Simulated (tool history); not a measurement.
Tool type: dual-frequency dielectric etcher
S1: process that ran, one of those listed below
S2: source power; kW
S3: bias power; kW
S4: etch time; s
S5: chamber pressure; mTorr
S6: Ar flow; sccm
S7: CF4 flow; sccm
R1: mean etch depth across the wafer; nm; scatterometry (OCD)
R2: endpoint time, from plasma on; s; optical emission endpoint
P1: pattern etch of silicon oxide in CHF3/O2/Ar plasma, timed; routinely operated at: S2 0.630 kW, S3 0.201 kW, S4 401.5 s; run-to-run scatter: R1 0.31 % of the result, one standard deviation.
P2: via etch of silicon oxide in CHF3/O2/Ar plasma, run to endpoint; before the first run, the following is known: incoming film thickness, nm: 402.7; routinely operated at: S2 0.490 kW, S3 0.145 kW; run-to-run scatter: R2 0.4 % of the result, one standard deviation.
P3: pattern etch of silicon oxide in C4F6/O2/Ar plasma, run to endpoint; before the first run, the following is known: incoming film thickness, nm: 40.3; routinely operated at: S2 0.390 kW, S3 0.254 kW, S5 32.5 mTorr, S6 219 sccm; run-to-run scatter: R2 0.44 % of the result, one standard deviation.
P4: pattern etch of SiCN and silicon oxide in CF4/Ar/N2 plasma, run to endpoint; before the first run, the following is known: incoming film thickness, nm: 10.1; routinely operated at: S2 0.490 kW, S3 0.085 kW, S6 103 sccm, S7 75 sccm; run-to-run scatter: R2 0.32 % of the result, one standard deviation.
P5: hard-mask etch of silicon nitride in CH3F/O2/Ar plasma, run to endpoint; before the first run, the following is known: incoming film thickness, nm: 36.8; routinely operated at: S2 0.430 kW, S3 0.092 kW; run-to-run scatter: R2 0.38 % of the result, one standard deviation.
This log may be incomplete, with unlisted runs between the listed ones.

run 1 hour=12.7 | S1=P1 S2=0.630 S3=0.201 S4=401.5 | R1=855.13
run 2 hour=19.9 | S1=P3 S2=0.240 S3=0.254 S5=32.5 S6=219 | R2=13.2390
run 3 hour=30.1 | S1=P2 S2=0.490 S3=0.197 | R2=210.3900
-- hour=34.4 bias power generator calibrated
run 4 hour=36.4 | S1=P5 S2=0.610 S3=0.092 | R2=42.3860
run 5 hour=49.0 | S1=P1 S2=0.820 S3=0.201 S4=300.5 | R1=715.74
run 6 hour=59.5 | S1=P1 S2=0.630 S3=0.201 S4=237.0 | R1=508.50
run 7 hour=67.4 | S1=P5 S2=0.430 S3=0.092 | R2=48.5690
run 8 hour=80.1 | S1=P1 S2=0.630 S3=0.125 S4=290.0 | R1=531.71
run 9 hour=93.4 | S1=P1 S2=0.630 S3=0.201 S4=401.5 | R1=860.58
run 10 hour=106.9 | S1=P3 S2=0.390 S3=0.254 S5=32.5 S6=219 | R2=10.9830
run 11 hour=113.1 | S1=P4 S2=0.620 S3=0.085 S6=103 S7=75 | R2=8.2814
run 12 hour=122.1 | S1=P3 S2=0.390 S3=0.254 S5=32.5 S6=291 | R2=11.2420
run 13 hour=128.5 | S1=P2 S2=0.490 S3=0.145 | R2=230.5600
run 14 hour=140.2 | S1=P1 S2=0.630 S3=0.201 S4=490.5 | R1=1052.50
run 15 hour=150.9 | S1=P3 S2=0.390 S3=0.205 S5=32.5 S6=219 | R2=11.8310
run 16 hour=160.4 | S1=P3 S2=0.390 S3=0.254 S5=38.5 S6=219 | R2=11.2830
run 17 hour=168.8 | S1=P1 S2=0.630 S3=0.255 S4=401.5 | R1=938.30
run 18 hour=182.3 | S1=P1 S2=0.630 S3=0.201 S4=401.5 | R1=862.88
run 19 hour=191.1 | S1=P1 S2=0.630 S3=0.124 S4=401.5 | R1=735.38
run 20 hour=199.9 | S1=P1 S2=0.630 S3=0.201 S4=401.5 | R1=862.49
run 21 hour=210.3 | S1=P5 S2=0.430 S3=0.126 | R2=42.9770
run 22 hour=221.1 | S1=P4 S2=0.490 S3=0.085 S6=103 S7=75 | R2=10.1920
run 23 hour=230.4 | S1=P5 S2=0.430 S3=0.092 | R2=48.2060
run 24 hour=239.3 | S1=P1 S2=0.410 S3=0.201 S4=401.5 | R1=731.80

Forecast run 25:
run 25 hour=245.7 | S1=P4 S2=0.490 S3=0.085 S6=103 S7=75 | R2=?

R2: 10.1110 s
